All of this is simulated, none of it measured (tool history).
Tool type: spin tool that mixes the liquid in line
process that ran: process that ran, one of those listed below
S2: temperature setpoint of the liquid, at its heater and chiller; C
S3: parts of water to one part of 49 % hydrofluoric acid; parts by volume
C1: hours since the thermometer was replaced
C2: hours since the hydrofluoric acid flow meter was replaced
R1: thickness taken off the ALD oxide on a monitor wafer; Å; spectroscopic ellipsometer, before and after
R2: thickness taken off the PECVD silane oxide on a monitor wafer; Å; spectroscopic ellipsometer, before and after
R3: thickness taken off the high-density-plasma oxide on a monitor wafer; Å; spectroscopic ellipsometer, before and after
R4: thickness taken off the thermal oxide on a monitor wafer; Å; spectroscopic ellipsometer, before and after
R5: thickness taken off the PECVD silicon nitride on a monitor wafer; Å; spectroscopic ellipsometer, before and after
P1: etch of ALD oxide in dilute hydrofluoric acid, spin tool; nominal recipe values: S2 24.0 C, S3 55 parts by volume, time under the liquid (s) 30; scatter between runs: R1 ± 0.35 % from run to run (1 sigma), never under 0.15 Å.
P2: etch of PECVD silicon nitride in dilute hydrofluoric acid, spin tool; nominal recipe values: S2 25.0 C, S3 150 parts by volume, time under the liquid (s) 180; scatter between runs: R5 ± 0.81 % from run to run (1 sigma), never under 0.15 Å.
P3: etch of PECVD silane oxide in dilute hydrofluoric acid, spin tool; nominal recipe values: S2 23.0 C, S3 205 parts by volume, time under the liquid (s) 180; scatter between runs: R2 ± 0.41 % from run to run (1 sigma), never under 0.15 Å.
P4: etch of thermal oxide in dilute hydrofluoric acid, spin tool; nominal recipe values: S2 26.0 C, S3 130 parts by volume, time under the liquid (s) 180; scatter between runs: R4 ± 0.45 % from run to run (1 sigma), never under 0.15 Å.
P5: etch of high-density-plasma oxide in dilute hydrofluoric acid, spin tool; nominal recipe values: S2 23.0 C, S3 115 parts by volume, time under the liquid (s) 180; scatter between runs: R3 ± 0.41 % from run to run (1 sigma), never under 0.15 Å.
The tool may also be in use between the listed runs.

{"run": 1, "hour": 8.2, "process that ran": "P1", "S2": 24.0, "S3": 55, "time under the liquid (s)": 30, "C1": 216.2, "C2": 1297.3, "R1": 126.39}
{"run": 2, "hour": 12.9, "process that ran": "P3", "S2": 23.0, "S3": 85, "time under the liquid (s)": 180, "C1": 220.9, "C2": 1302.0, "R2": 820.95}
{"run": 3, "hour": 21.1, "process that ran": "P1", "S2": 24.0, "S3": 55, "time under the liquid (s)": 30, "C1": 229.1, "C2": 1310.2, "R1": 126.53}
{"run": 4, "hour": 25.0, "process that ran": "P5", "S2": 23.0, "S3": 35, "time under the liquid (s)": 180, "C1": 233.0, "C2": 1314.1, "R3": 279.51}
{"run": 5, "hour": 30.8, "process that ran": "P1", "S2": 24.0, "S3": 55, "time under the liquid (s)": 50, "C1": 238.8, "C2": 1319.9, "R1": 211.63}
{"run": 6, "hour": 39.8, "process that ran": "P4", "S2": 26.0, "S3": 130, "time under the liquid (s)": 180, "C1": 247.8, "C2": 1328.9, "R4": 66.869}
{"run": 7, "hour": 44.5, "process that ran": "P5", "S2": 23.0, "S3": 115, "time under the liquid (s)": 325, "C1": 252.5, "C2": 1333.6, "R3": 138.55}
{"run": 8, "hour": 53.1, "process that ran": "P1", "S2": 30.0, "S3": 55, "time under the liquid (s)": 30, "C1": 261.1, "C2": 1342.2, "R1": 160.0}
{"run": 9, "hour": 57.9, "process that ran": "P3", "S2": 23.0, "S3": 205, "time under the liquid (s)": 90, "C1": 265.9, "C2": 1347.0, "R2": 148.55}
{"run": 10, "hour": 64.9, "process that ran": "P2", "S2": 32.5, "S3": 150, "time under the liquid (s)": 180, "C1": 272.9, "C2": 1354.0, "R5": 40.415}
{"run": 11, "hour": 70.0, "process that ran": "P1", "S2": 24.0, "S3": 55, "time under the liquid (s)": 30, "C1": 278.0, "C2": 1359.1, "R1": 126.46}
{"run": 12, "hour": 75.5, "process that ran": "P4", "S2": 26.0, "S3": 130, "time under the liquid (s)": 15, "C1": 283.5, "C2": 1364.6, "R4": 5.6098}
{"run": 13, "hour": 80.0, "process that ran": "P2", "S2": 25.0, "S3": 150, "time under the liquid (s)": 315, "C1": 288.0, "C2": 1369.1, "R5": 44.421}
{"run": 14, "hour": 85.9, "process that ran": "P1", "S2": 24.0, "S3": 55, "time under the liquid (s)": 15, "C1": 293.9, "C2": 1375.0, "R1": 62.733}
{"run": 15, "hour": 90.2, "process that ran": "P5", "S2": 23.0, "S3": 115, "time under the liquid (s)": 180, "C1": 298.2, "C2": 1379.3, "R3": 76.727}
{"run": 16, "hour": 95.4, "process that ran": "P1", "S2": 24.0, "S3": 55, "time under the liquid (s)": 30, "C1": 303.4, "C2": 1384.5, "R1": 127.27}
{"hour": 103.3, "done": "thermometer replaced"}
{"run": 17, "hour": 103.8, "process that ran": "P1", "S2": 18.0, "S3": 55, "time under the liquid (s)": 30, "C1": 0.5, "C2": 1392.9, "R1": 98.208}
{"run": 18, "hour": 109.3, "process that ran": "P1", "S2": 24.0, "S3": 55, "time under the liquid (s)": 30, "C1": 6.0, "C2": 1398.4, "R1": 126.41}
{"run": 19, "hour": 116.0, "process that ran": "P2", "S2": 25.0, "S3": 150, "time under the liquid (s)": 180, "C1": 12.7, "C2": 1405.1, "R5": 25.433}
{"run": 20, "hour": 121.3, "process that ran": "P1", "S2": 24.0, "S3": 55, "time under the liquid (s)": 30, "C1": 18.0, "C2": 1410.4, "R1": 126.13}
{"run": 21, "hour": 127.3, "process that ran": "P1", "S2": 24.0, "S3": 55, "time under the liquid (s)": 30, "C1": 24.0, "C2": 1416.4, "R1": 127.04}
{"run": 22, "hour": 136.0, "process that ran": "P4", "S2": 26.0, "S3": 185, "time under the liquid (s)": 180, "C1": 32.7, "C2": 1425.1, "R4": 44.332}
{"run": 23, "hour": 141.3, "process that ran": "P3", "S2": 17.0, "S3": 205, "time under the liquid (s)": 180, "C1": 38.0, "C2": 1430.4, "R2": 236.8}
{"run": 24, "hour": 147.0, "process that ran": "P1", "S2": 24.0, "S3": 100, "time under the liquid (s)": 15, "C1": 43.7, "C2": 1436.1, "R1": 32.897}
{"run": 25, "hour": 155.2, "process that ran": "P4", "S2": 20.0, "S3": 130, "time under the liquid (s)": 180, "C1": 51.9, "C2": 1444.3, "R4": 52.59}
{"run": 26, "hour": 161.2, "process that ran": "P3", "S2": 23.0, "S3": 205, "time under the liquid (s)": 180, "C1": 57.9, "C2": 1450.3, "R2": 298.69}
{"run": 27, "hour": 165.8, "process that ran": "P5", "S2": 17.0, "S3": 115, "time under the liquid (s)": 180, "C1": 62.5, "C2": 1454.9, "R3": 60.096}
{"run": 28, "hour": 174.1, "process that ran": "P2", "S2": 25.0, "S3": 30, "time under the liquid (s)": 180, "C1": 70.8, "C2": 1463.2, "R5": 124.27}
{"run": 29, "hour": 179.4, "process that ran": "P1", "S2": 24.0, "S3": 105, "time under the liquid (s)": 30, "C1": 76.1, "C2": 1468.5, "R1": 62.051}
{"run": 30, "hour": 183.8, "process that ran": "P1", "S2": 24.0, "S3": 25, "time under the liquid (s)": 30, "C1": 80.5, "C2": 1472.9, "R1": 288.56}
{"run": 31, "hour": 190.0, "process that ran": "P1", "S2": 24.0, "S3": 55, "time under the liquid (s)": 30, "C1": 86.7, "C2": 1479.1, "R1": 125.21}
{"run": 32, "hour": 196.8, "process that ran": "P1", "S2": 24.0, "S3": 55, "time under the liquid (s)": 30, "C1": 93.5, "C2": 1485.9, "R1": 122.72}
{"run": 33, "hour": 201.8, "process that ran": "P1", "S2": 24.0, "S3": 55, "time under the liquid (s)": 30, "C1": 98.5, "C2": 1490.9, "R1": 122.1}
{"run": 34, "hour": 209.6, "process that ran": "P1", "S2": 24.0, "S3": 55, "time under the liquid (s)": 30, "C1": 106.3, "C2": 1498.7, "R1": 119.16}
{"run": 35, "hour": 216.8, "process that ran": "P1", "S2": 24.0, "S3": 55, "time under the liquid (s)": 30, "C1": 113.5, "C2": 1505.9, "R1": 118.25}
{"run": 36, "hour": 221.8, "process that ran": "P1", "S2": 24.0, "S3": 55, "time under the liquid (s)": 30, "C1": 118.5, "C2": 1510.9, "R1": 118.12}
{"run": 37, "hour": 226.3, "process that ran": "P1", "S2": 24.0, "S3": 55, "time under the liquid (s)": 30, "C1": 123.0, "C2": 1515.4, "R1": 117.41}
{"run": 38, "hour": 233.7, "process that ran": "P1", "S2": 24.0, "S3": 55, "time under the liquid (s)": 30, "C1": 130.4, "C2": 1522.8, "R1": 117.04}
{"run": 39, "hour": 242.0, "process that ran": "P1", "S2": 24.0, "S3": 55, "time under the liquid (s)": 30, "C1": 138.7, "C2": 1531.1, "R1": 116.0}
{"run": 40, "hour": 246.5, "process that ran": "P1", "S2": 24.0, "S3": 55, "time under the liquid (s)": 30, "C1": 143.2, "C2": 1535.6, "R1": 117.12}

The output of P1 has drifted from where it used to be. Each of the 2 causes below, taken at the size shown beside it, accounts for the log equally well:
A: hydrofluoric acid flow below the setpoint (%) = 7.04
B: liquid colder than its thermometer reads (K) = 1.9
The process output started creeping at around hour 190.0.

Which of the 4 check runs listed below, each an average over 3 wafers with its results shown as question marks, gives clearly different results under the different listed causes?
{"run": "check 1", "hour": 251.0, "process that ran": "P4", "S2": 21.5, "S3": 130, "time under the liquid (s)": 180, "R4": "?"}
{"run": "check 2", "hour": 251.0, "process that ran": "P5", "S2": 23.0, "S3": 65, "time under the liquid (s)": 320, "R3": "?"}
{"run": "check 3", "hour": 251.0, "process that ran": "P2", "S2": 31.0, "S3": 150, "time under the liquid (s)": 180, "R5": "?"}
{"run": "check 4", "hour": 251.0, "process that ran": "P3", "S2": 17.0, "S3": 130, "time under the liquid (s)": 180, "R2": "?"}

How each check would come out, cause by cause:
check=check_1 result=R4 if_A=51.4900 if_B=51.8890
check=check_2 result=R3 if_A=238.600 if_B=238.760
check=check_3 result=R5 if_A=34.489 if_B=33.078
check=check_4 result=R2 if_A=367.35 if_B=368.56
Separation of the two closest causes in each check, using whichever result separates them best: check 1 0.77 %; check 2 0.06 %; check 3 4.18 %; check 4 0.33 %
Only in check 3 would the causes give clearly different results; in the remaining checks their results would be nearly the same.

The results of check 3 are: R5 34.624 Å. Based on these, which of the listed causes is it?

The cause is A: hydrofluoric acid flow below the setpoint (%).
